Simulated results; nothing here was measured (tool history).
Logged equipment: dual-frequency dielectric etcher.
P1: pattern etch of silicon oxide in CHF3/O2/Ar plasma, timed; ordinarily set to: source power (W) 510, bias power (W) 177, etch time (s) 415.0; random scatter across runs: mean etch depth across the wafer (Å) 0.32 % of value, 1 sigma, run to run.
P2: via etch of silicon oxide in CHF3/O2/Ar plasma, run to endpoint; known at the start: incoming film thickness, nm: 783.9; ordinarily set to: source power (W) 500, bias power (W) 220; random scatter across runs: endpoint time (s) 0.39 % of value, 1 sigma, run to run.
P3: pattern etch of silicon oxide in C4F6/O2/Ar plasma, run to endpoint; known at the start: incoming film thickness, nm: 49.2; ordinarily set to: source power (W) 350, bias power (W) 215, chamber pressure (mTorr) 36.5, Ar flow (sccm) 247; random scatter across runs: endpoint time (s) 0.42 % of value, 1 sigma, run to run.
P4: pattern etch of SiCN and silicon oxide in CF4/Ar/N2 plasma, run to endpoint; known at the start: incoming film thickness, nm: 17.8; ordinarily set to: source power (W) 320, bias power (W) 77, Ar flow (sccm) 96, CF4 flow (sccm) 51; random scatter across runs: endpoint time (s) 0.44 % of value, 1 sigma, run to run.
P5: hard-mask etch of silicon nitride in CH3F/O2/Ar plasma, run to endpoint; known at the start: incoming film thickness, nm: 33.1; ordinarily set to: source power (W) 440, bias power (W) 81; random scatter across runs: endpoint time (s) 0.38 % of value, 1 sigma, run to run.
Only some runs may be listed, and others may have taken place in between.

| run | hour | process that ran | source power (W) | bias power (W) | etch time (s) | chamber pressure (mTorr) | Ar flow (sccm) | CF4 flow (sccm) | hours since the last wet clean | hours since the last source power generator calibration | hours since the last bias power generator calibration | mean etch depth across the wafer (Å) | endpoint time (s) |
|---|---|---|---|---|---|---|---|---|---|---|---|---|---|
| 1 | 3.3 | P1 | 510 | 177 | 415.0 |  |  |  | 225.4 | 1604.0 | 556.4 | 7609.2 |  |
| 2 | 6.5 | P1 | 510 | 124 | 415.0 |  |  |  | 228.6 | 1607.2 | 559.6 | 6777.6 |  |
| 3 | 11.3 | P2 | 500 | 220 |  |  |  |  | 233.4 | 1612.0 | 564.4 |  | 399.320 |
| 4 | 14.1 | P1 | 510 | 177 | 415.0 |  |  |  | 236.2 | 1614.8 | 567.2 | 7637.0 |  |
| 5 | 18.2 | P3 | 220 | 215 |  | 36.5 | 247 |  | 240.3 | 1618.9 | 571.3 |  | 19.225 |
| 6 | 20.8 | P5 | 290 | 81 |  |  |  |  | 242.9 | 1621.5 | 573.9 |  | 51.543 |
| 7 | 24.2 | P1 | 320 | 177 | 415.0 |  |  |  | 246.3 | 1624.9 | 577.3 | 6409.2 |  |
| 8 | 28.7 | P3 | 350 | 269 |  | 36.5 | 247 |  | 250.8 | 1629.4 | 581.8 |  | 14.921 |
| 9 | 33.7 | P4 | 200 | 77 |  |  | 96 | 51 | 255.8 | 1634.4 | 586.8 |  | 44.092 |
| 10 | 36.1 | P5 | 440 | 81 |  |  |  |  | 258.2 | 1636.8 | 589.2 |  | 43.840 |
| 11 | 40.2 | P3 | 350 | 215 |  | 30.0 | 247 |  | 262.3 | 1640.9 | 593.3 |  | 15.791 |
| 12 | 45.0 | P1 | 510 | 177 | 415.0 |  |  |  | 267.1 | 1645.7 | 598.1 | 7657.2 |  |
| 13 | 48.6 | P2 | 360 | 220 |  |  |  |  | 270.7 | 1649.3 | 601.7 |  | 448.170 |
| 14 | 52.5 | P3 | 350 | 215 |  | 36.5 | 342 |  | 274.6 | 1653.2 | 605.6 |  | 16.675 |
| 15 | 57.7 | P1 | 510 | 214 | 415.0 |  |  |  | 279.8 | 1658.4 | 610.8 | 8137.9 |  |
| 16 | 62.6 | P1 | 510 | 177 | 228.5 |  |  |  | 284.7 | 1663.3 | 615.7 | 4195.9 |  |
| 17 | 65.7 | P4 | 320 | 77 |  |  | 62 | 51 | 287.8 | 1666.4 | 618.8 |  | 27.288 |
| 18 | 68.2 | P5 | 440 | 49 |  |  |  |  | 290.3 | 1668.9 | 621.3 |  | 51.990 |
| 19 | 70.9 | P1 | 510 | 177 | 415.0 |  |  |  | 293.0 | 1671.6 | 624.0 | 7667.1 |  |
| 20 | 76.2 | P3 | 350 | 215 |  | 36.5 | 247 |  | 298.3 | 1676.9 | 629.3 |  | 16.053 |
| 21 | 79.5 | P3 | 350 | 215 |  | 36.5 | 247 |  | 301.6 | 1680.2 | 632.6 |  | 16.109 |
| 22 | 83.2 | P1 | 510 | 177 | 600.0 |  |  |  | 305.3 | 1683.9 | 636.3 | 11022.0 |  |
| 23 | 88.6 | P4 | 320 | 77 |  |  | 96 | 51 | 310.7 | 1689.3 | 641.7 |  | 28.932 |
| 24 | 91.9 | P4 | 320 | 52 |  |  | 96 | 51 | 314.0 | 1692.6 | 645.0 |  | 33.360 |
| 25 | 96.2 | P2 | 500 | 283 |  |  |  |  | 318.3 | 1696.9 | 649.3 |  | 363.960 |
| 26 | 101.0 | P1 | 510 | 177 | 415.0 |  |  |  | 323.1 | 1701.7 | 654.1 | 7655.3 |  |
| 27 | 104.6 | P1 | 640 | 177 | 604.5 |  |  |  | 326.7 | 1705.3 | 657.7 | 12158.0 |  |
| 28 | 109.5 | P1 | 720 | 177 | 415.0 |  |  |  | 331.6 | 1710.2 | 662.6 | 8719.3 |  |
| 29 | 113.8 | P4 | 320 | 77 |  |  | 96 | 65 | 335.9 | 1714.5 | 666.9 |  | 28.214 |
| 30 | 117.2 | P2 | 500 | 220 |  |  |  |  | 339.3 | 1717.9 | 670.3 |  | 399.660 |
| 31 | 122.4 | P1 | 510 | 177 | 415.0 |  |  |  | 344.5 | 1723.1 | 675.5 | 7638.6 |  |
| 32 | 126.9 | P1 | 510 | 177 | 415.0 |  |  |  | 349.0 | 1727.6 | 680.0 | 7627.8 |  |
| 33 | 131.6 | P1 | 510 | 177 | 415.0 |  |  |  | 353.7 | 1732.3 | 684.7 | 7657.1 |  |
| 34 | 135.1 | P1 | 510 | 177 | 415.0 |  |  |  | 357.2 | 1735.8 | 688.2 | 7684.8 |  |
| 35 | 139.5 | P1 | 510 | 177 | 415.0 |  |  |  | 361.6 | 1740.2 | 692.6 | 7727.0 |  |
|  | 139.7 | wet clean of the chamber |
| 36 | 143.9 | P1 | 510 | 177 | 415.0 |  |  |  | 4.2 | 1744.6 | 697.0 | 7754.1 |  |
| 37 | 147.4 | P1 | 510 | 177 | 415.0 |  |  |  | 7.7 | 1748.1 | 700.5 | 7777.8 |  |
| 38 | 152.1 | P1 | 510 | 177 | 415.0 |  |  |  | 12.4 | 1752.8 | 705.2 | 7770.8 |  |
| 39 | 154.4 | P1 | 510 | 177 | 415.0 |  |  |  | 14.7 | 1755.1 | 707.5 | 7767.1 |  |

P1 no longer gives what it gave before; its output has crept away from where it was. The following 2 causes, each at its listed size, fit the log equally well:
A: bias power that arrives over what is set, % = 4.88
B: source power that arrives over what is set, % = 4.34
At approximately hour 126.9, the process output began to creep.
Why every other cause is out:
chamber walls in a state that raises the etch rate, %: maintenance at hour 139.7, after the shift began, did not return the process to its former output

The 4 check runs listed below each average the results of 2 wafers, and their outcomes are marked with question marks. Under which run would the listed causes produce clearly different results?
| check 1 | 156.7 | P2 | 410 | 263 |  |  |  |  |  |  |  |  | ? |
| check 2 | 156.7 | P5 | 340 | 64 |  |  |  |  |  |  |  |  | ? |
| check 3 | 156.7 | P3 | 220 | 215 |  | 36.5 | 340 |  |  |  |  |  | ? |
| check 4 | 156.7 | P4 | 320 | 52 |  |  | 65 | 51 |  |  |  |  | ? |

If the cause were each of the candidates in turn, the checks would give the following:
| check | result | if A | if B |
|---|---|---|---|
| check 1 | endpoint time (s) | 395.160 | 395.870 |
| check 2 | endpoint time (s) | 51.782 | 51.783 |
| check 3 | endpoint time (s) | 19.535 | 19.538 |
| check 4 | endpoint time (s) | 30.811 | 30.121 |
Minimum pairwise separation of causes per check, each pair taken at its best-separating result: check 1 0.18 %; check 2 0 %; check 3 0.01 %; check 4 2.26 %
Check 4 is the one run that separates the causes; every other check would come out nearly the same whichever cause is at work.

The results of check 4 are: endpoint time (s) 30.252. Based on these, which of the listed causes is it?

The correct cause is B, namely: source power that arrives over what is set, %.
